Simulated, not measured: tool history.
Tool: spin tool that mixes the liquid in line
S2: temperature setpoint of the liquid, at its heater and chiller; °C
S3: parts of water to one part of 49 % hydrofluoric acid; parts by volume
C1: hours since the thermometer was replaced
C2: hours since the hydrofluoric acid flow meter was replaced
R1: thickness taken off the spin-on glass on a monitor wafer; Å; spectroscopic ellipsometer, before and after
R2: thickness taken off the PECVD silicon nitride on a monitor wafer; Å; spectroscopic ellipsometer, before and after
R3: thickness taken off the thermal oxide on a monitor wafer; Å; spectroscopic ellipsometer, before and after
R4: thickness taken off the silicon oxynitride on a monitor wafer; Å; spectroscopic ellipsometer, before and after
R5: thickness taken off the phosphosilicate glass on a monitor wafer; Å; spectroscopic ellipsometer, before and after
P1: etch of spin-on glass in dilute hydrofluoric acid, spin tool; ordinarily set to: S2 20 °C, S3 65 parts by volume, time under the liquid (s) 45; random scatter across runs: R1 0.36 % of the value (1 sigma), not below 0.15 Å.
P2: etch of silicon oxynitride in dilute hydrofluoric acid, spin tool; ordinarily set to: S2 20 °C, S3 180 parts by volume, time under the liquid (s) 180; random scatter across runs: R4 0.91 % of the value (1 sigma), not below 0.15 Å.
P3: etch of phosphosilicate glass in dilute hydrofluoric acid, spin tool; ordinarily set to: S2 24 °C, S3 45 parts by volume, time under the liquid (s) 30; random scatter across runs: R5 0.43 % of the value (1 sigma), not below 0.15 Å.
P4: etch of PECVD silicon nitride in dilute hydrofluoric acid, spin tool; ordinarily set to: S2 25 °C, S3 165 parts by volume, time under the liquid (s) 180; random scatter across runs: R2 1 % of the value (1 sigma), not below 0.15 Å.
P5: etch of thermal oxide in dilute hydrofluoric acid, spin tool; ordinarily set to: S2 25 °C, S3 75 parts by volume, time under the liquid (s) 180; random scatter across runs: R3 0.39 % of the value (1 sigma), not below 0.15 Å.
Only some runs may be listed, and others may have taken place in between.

{"run": 1, "hour": 7.7, "process that ran": "P1", "S2": 20, "S3": 65, "time under the liquid (s)": 45, "C1": 1479.1, "C2": 364.7, "R1": 178.33}
{"run": 2, "hour": 14.9, "process that ran": "P1", "S2": 20, "S3": 65, "time under the liquid (s)": 75, "C1": 1486.3, "C2": 371.9, "R1": 298.8}
{"run": 3, "hour": 21.1, "process that ran": "P4", "S2": 25, "S3": 295, "time under the liquid (s)": 180, "C1": 1492.5, "C2": 378.1, "R2": 13.749}
{"run": 4, "hour": 26.8, "process that ran": "P1", "S2": 20, "S3": 65, "time under the liquid (s)": 15, "C1": 1498.2, "C2": 383.8, "R1": 59.658}
{"run": 5, "hour": 30.5, "process that ran": "P1", "S2": 20, "S3": 65, "time under the liquid (s)": 45, "C1": 1501.9, "C2": 387.5, "R1": 178.63}
{"run": 6, "hour": 37.1, "process that ran": "P5", "S2": 25, "S3": 75, "time under the liquid (s)": 180, "C1": 1508.5, "C2": 394.1, "R3": 120.7}
{"run": 7, "hour": 44.8, "process that ran": "P2", "S2": 27, "S3": 180, "time under the liquid (s)": 180, "C1": 1516.2, "C2": 401.8, "R4": 33.703}
{"run": 8, "hour": 52.0, "process that ran": "P4", "S2": 31, "S3": 165, "time under the liquid (s)": 180, "C1": 1523.4, "C2": 409, "R2": 35.943}
{"run": 9, "hour": 56.2, "process that ran": "P2", "S2": 20, "S3": 285, "time under the liquid (s)": 180, "C1": 1527.6, "C2": 413.2, "R4": 14.735}
{"run": 10, "hour": 61.9, "process that ran": "P5", "S2": 30, "S3": 75, "time under the liquid (s)": 180, "C1": 1533.3, "C2": 418.9, "R3": 146.99}
{"run": 11, "hour": 70.4, "process that ran": "P2", "S2": 20, "S3": 180, "time under the liquid (s)": 180, "C1": 1541.8, "C2": 427.4, "R4": 24.567}
{"run": 12, "hour": 74.9, "process that ran": "P5", "S2": 25, "S3": 75, "time under the liquid (s)": 15, "C1": 1546.3, "C2": 431.9, "R3": 10.23}
{"run": 13, "hour": 79.4, "process that ran": "P5", "S2": 25, "S3": 75, "time under the liquid (s)": 180, "C1": 1550.8, "C2": 436.4, "R3": 122.25}
{"run": 14, "hour": 87.7, "process that ran": "P1", "S2": 20, "S3": 40, "time under the liquid (s)": 45, "C1": 1559.1, "C2": 444.7, "R1": 299.23}
{"run": 15, "hour": 93.9, "process that ran": "P1", "S2": 20, "S3": 65, "time under the liquid (s)": 45, "C1": 1565.3, "C2": 450.9, "R1": 179.69}
{"run": 16, "hour": 100.9, "process that ran": "P3", "S2": 24, "S3": 45, "time under the liquid (s)": 30, "C1": 1572.3, "C2": 457.9, "R5": 1231.4}
{"run": 17, "hour": 109.0, "process that ran": "P1", "S2": 17, "S3": 65, "time under the liquid (s)": 45, "C1": 1580.4, "C2": 466, "R1": 157.79}
{"run": 18, "hour": 113.3, "process that ran": "P4", "S2": 25, "S3": 165, "time under the liquid (s)": 180, "C1": 1584.7, "C2": 470.3, "R2": 25.389}
{"run": 19, "hour": 120.1, "process that ran": "P3", "S2": 24, "S3": 45, "time under the liquid (s)": 15, "C1": 1591.5, "C2": 477.1, "R5": 615.64}
{"run": 20, "hour": 126.7, "process that ran": "P1", "S2": 17, "S3": 65, "time under the liquid (s)": 75, "C1": 1598.1, "C2": 483.7, "R1": 264.62}
{"run": 21, "hour": 134.2, "process that ran": "P1", "S2": 20, "S3": 65, "time under the liquid (s)": 45, "C1": 1605.6, "C2": 491.2, "R1": 180.58}
{"run": 22, "hour": 142.5, "process that ran": "P1", "S2": 20, "S3": 95, "time under the liquid (s)": 45, "C1": 1613.9, "C2": 499.5, "R1": 118.36}
{"run": 23, "hour": 148.5, "process that ran": "P3", "S2": 24, "S3": 45, "time under the liquid (s)": 30, "C1": 1619.9, "C2": 505.5, "R5": 1230}
{"run": 24, "hour": 154.5, "process that ran": "P2", "S2": 20, "S3": 180, "time under the liquid (s)": 180, "C1": 1625.9, "C2": 511.5, "R4": 24.501}
{"run": 25, "hour": 158.6, "process that ran": "P5", "S2": 25, "S3": 25, "time under the liquid (s)": 180, "C1": 1630, "C2": 515.6, "R3": 390.02}
{"run": 26, "hour": 164.8, "process that ran": "P1", "S2": 25, "S3": 65, "time under the liquid (s)": 45, "C1": 1636.2, "C2": 521.8, "R1": 220.27}
{"run": 27, "hour": 170.7, "process that ran": "P4", "S2": 25, "S3": 165, "time under the liquid (s)": 180, "C1": 1642.1, "C2": 527.7, "R2": 24.674}
{"run": 28, "hour": 174.5, "process that ran": "P4", "S2": 25, "S3": 165, "time under the liquid (s)": 310, "C1": 1645.9, "C2": 531.5, "R2": 42.882}
{"run": 29, "hour": 181.7, "process that ran": "P3", "S2": 24, "S3": 80, "time under the liquid (s)": 30, "C1": 1653.1, "C2": 538.7, "R5": 664.26}
{"run": 30, "hour": 186.3, "process that ran": "P1", "S2": 17, "S3": 85, "time under the liquid (s)": 45, "C1": 1657.7, "C2": 543.3, "R1": 118.15}
{"run": 31, "hour": 192.1, "process that ran": "P3", "S2": 29.5, "S3": 45, "time under the liquid (s)": 30, "C1": 1663.5, "C2": 549.1, "R5": 1553.9}
{"run": 32, "hour": 196.2, "process that ran": "P2", "S2": 20, "S3": 180, "time under the liquid (s)": 20, "C1": 1667.6, "C2": 553.2, "R4": 2.842}
{"run": 33, "hour": 201.9, "process that ran": "P1", "S2": 20, "S3": 65, "time under the liquid (s)": 45, "C1": 1673.3, "C2": 558.9, "R1": 179.28}
{"run": 34, "hour": 207.0, "process that ran": "P1", "S2": 20, "S3": 65, "time under the liquid (s)": 45, "C1": 1678.4, "C2": 564, "R1": 173.5}
{"run": 35, "hour": 211.4, "process that ran": "P1", "S2": 20, "S3": 65, "time under the liquid (s)": 45, "C1": 1682.8, "C2": 568.4, "R1": 169.95}
{"run": 36, "hour": 219.3, "process that ran": "P1", "S2": 20, "S3": 65, "time under the liquid (s)": 45, "C1": 1690.7, "C2": 576.3, "R1": 167.49}
{"run": 37, "hour": 225.6, "process that ran": "P1", "S2": 20, "S3": 65, "time under the liquid (s)": 45, "C1": 1697, "C2": 582.6, "R1": 166.63}
{"run": 38, "hour": 232.4, "process that ran": "P1", "S2": 20, "S3": 65, "time under the liquid (s)": 45, "C1": 1703.8, "C2": 589.4, "R1": 164.69}
{"run": 39, "hour": 237.6, "process that ran": "P1", "S2": 20, "S3": 65, "time under the liquid (s)": 45, "C1": 1709, "C2": 594.6, "R1": 163.45}
{"run": 40, "hour": 245.3, "process that ran": "P1", "S2": 20, "S3": 65, "time under the liquid (s)": 45, "C1": 1716.7, "C2": 602.3, "R1": 164.93}
{"run": 41, "hour": 249.1, "process that ran": "P1", "S2": 20, "S3": 65, "time under the liquid (s)": 45, "C1": 1720.5, "C2": 606.1, "R1": 164.39}
{"run": 42, "hour": 253.9, "process that ran": "P1", "S2": 20, "S3": 65, "time under the liquid (s)": 45, "C1": 1725.3, "C2": 610.9, "R1": 163.3}

P1 has crept away from where it was. The log is fitted equally well by each of these 2 causes, at the sizes shown:
A: liquid colder than its thermometer reads (K) = 2.18
B: hydrofluoric acid flow below the setpoint (%) = 8.19
The drift started at roughly hour 201.9.

Below are 4 check runs, each averaged over 5 wafers, with their results shown as question marks. Which of them would give clearly different results depending on which cause is behind the drift?
{"run": "check 1", "hour": 258.7, "process that ran": "P4", "S2": 25, "S3": 285, "time under the liquid (s)": 280, "R2": "?"}
{"run": "check 2", "hour": 258.7, "process that ran": "P5", "S2": 29, "S3": 75, "time under the liquid (s)": 20, "R3": "?"}
{"run": "check 3", "hour": 258.7, "process that ran": "P2", "S2": 23, "S3": 235, "time under the liquid (s)": 180, "R4": "?"}
{"run": "check 4", "hour": 258.7, "process that ran": "P3", "S2": 24, "S3": 70, "time under the liquid (s)": 30, "R5": "?"}

What every check run would give for each of its results, assuming each possible cause in turn:
check=check_1 result=R2 if_A=19.515 if_B=20.488
check=check_2 result=R3 if_A=14.485 if_B=14.342
check=check_3 result=R4 if_A=19.008 if_B=18.962
check=check_4 result=R5 if_A=703.5 if_B=700.51
Separation of the two closest causes in each check, using whichever result separates them best: check 1 4.87 %; check 2 0.99 %; check 3 0.24 %; check 4 0.43 %
Only in check 1 would the causes give clearly different results; in the remaining checks their results would be nearly the same.

Running check 1 produced the following: R2 20.48 Å. Which one of the listed causes fits?

B is the cause: hydrofluoric acid flow below the setpoint (%).
